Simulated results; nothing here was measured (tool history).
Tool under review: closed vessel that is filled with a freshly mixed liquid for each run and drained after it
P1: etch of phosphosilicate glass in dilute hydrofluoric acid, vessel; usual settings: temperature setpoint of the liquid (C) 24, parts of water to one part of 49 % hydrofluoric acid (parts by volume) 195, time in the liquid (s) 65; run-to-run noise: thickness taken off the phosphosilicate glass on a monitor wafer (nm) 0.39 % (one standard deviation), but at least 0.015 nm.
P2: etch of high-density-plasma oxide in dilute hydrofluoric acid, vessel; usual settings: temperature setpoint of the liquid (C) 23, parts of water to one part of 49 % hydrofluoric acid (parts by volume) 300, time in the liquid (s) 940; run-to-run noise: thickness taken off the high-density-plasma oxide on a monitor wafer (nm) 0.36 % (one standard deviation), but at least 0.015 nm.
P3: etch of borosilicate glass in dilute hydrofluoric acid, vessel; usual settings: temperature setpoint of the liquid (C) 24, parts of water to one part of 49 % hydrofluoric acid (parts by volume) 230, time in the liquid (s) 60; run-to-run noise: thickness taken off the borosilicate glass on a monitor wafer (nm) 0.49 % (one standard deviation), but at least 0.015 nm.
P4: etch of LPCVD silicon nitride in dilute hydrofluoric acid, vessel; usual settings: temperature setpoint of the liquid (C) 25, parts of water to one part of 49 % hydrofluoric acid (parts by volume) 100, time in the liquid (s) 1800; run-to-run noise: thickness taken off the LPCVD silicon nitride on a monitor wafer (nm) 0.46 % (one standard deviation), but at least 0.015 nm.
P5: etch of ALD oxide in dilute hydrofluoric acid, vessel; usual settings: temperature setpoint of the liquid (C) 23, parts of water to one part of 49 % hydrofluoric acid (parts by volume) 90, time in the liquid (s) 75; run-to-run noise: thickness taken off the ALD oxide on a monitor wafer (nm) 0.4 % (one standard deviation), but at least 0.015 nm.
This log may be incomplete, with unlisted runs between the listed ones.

run,day,process that ran,temperature setpoint of the liquid (C),parts of water to one part of 49 % hydrofluoric acid (parts by volume),time in the liquid (s),hours since the thermometer was replaced,hours since the hydrofluoric acid flow meter was replaced,thickness taken off the phosphosilicate glass on a monitor wafer (nm),thickness taken off the LPCVD silicon nitride on a monitor wafer (nm),thickness taken off the high-density-plasma oxide on a monitor wafer (nm),thickness taken off the ALD oxide on a monitor wafer (nm),thickness taken off the borosilicate glass on a monitor wafer (nm)
1,0.450,P1,24,195,65,2275.2,928.9,18.2860,,,,
2,1.029,P4,25,100,1800,2289.1,942.8,,9.6268,,,
3,1.354,P1,24,35,65,2296.9,950.6,123.1000,,,,
4,1.662,P1,24,315,65,2304.3,958.0,10.0900,,,,
5,2.271,P1,31,195,65,2318.9,972.6,23.4670,,,,
6,2.742,P2,23,300,940,2330.2,983.9,,,27.424,,
7,3.196,P5,23,160,75,2341.1,994.8,,,,6.1455,
8,3.625,P1,17,45,65,2351.4,1005.1,70.1870,,,,
9,3.996,P1,24,195,65,2360.3,1014.0,18.2800,,,,
10,4.562,P2,23,300,1855,2373.9,1027.6,,,53.952,,
11,4.879,P1,24,195,65,2381.5,1035.2,18.3010,,,,
12,5.229,P1,24,195,105,2389.9,1043.6,29.4560,,,,
13,5.654,P5,23,90,75,2400.1,1053.8,,,,11.9840,
14,6.029,P1,17,195,65,2409.1,1062.8,13.9490,,,,
15,6.488,P3,24,230,60,2420.1,1073.8,,,,,7.7524
16,6.892,P4,25,150,1800,2429.8,1083.5,,6.4013,,,
17,7.412,P2,23,160,940,2442.3,1096.0,,,59.141,,
18,7.996,P3,24,230,30,2456.3,1110.0,,,,,3.8814
19,8.421,P1,21,195,35,2466.5,1120.2,8.7175,,,,
20,8.846,P1,24,195,65,2476.7,1130.4,18.3360,,,,
21,9.129,P3,24,385,60,2483.5,1137.2,,,,,3.9789
22,9.429,P3,24,230,60,2490.7,1144.4,,,,,7.7524
23,9.767,P4,25,100,3615,2498.8,1152.5,,19.2150,,,
24,10.354,P1,24,195,30,2512.9,1166.6,8.4768,,,,
25,10.783,P5,23,90,30,2523.2,1176.9,,,,4.7973,
26,11.238,P4,20,100,1800,2534.1,1187.8,,6.8589,,,
27,11.842,P5,19,90,75,2548.6,1202.3,,,,10.1340,
28,12.250,P2,23,300,940,2558.4,1212.1,,,27.283,,
29,12.783,P2,30,300,940,2571.2,1224.9,,,34.688,,
30,13.154,P1,24,195,65,2580.1,1233.8,18.3370,,,,
31,13.421,P3,17,230,60,2586.5,1240.2,,,,,5.8726
32,13.921,P1,24,195,65,2598.5,1252.2,18.3300,,,,

What does the tool deliver on the next run?
33,14.188,P1,24,195,65,2604.9,1258.6,?,,,,

thickness taken off the phosphosilicate glass on a monitor wafer (nm): 18.0150

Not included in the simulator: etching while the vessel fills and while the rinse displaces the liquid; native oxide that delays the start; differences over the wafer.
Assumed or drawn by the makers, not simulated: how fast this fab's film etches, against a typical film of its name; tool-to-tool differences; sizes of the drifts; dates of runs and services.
